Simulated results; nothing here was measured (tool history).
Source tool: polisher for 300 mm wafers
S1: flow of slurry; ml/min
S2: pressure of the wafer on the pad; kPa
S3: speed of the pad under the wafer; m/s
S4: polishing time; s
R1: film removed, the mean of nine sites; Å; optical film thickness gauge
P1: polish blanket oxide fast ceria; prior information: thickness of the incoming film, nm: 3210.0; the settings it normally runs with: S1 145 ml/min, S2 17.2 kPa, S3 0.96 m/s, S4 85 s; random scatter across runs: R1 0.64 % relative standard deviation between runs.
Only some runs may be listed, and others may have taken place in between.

run	hour	S1	S2	S3	S4	R1
1	7.8	145	17.2	0.96	85	9341.6
2	18.2	145	17.2	0.96	85	9356.1
3	28.4	145	10.3	0.96	85	5631.4
4	39.5	145	17.2	0.96	85	9396.1
# hour 45.2: head pressure recalibrated
5	49.0	145	17.2	0.96	85	9386.7
6	58.7	145	17.2	0.96	113	12467.0
7	64.5	215	17.2	0.96	85	10003.0
8	74.9	85	17.2	0.96	85	8308.4
9	83.3	145	17.2	0.96	85	9288.1
10	94.8	145	17.2	0.96	85	9286.6
11	102.0	145	17.2	1.52	85	14671.0
12	110.1	145	17.2	0.70	85	6818.1
13	117.8	145	17.2	0.96	46	5050.9

What does the tool deliver on the next run?
14	128.1	200	17.2	1.26	85	?

R1: 12918.0 Å

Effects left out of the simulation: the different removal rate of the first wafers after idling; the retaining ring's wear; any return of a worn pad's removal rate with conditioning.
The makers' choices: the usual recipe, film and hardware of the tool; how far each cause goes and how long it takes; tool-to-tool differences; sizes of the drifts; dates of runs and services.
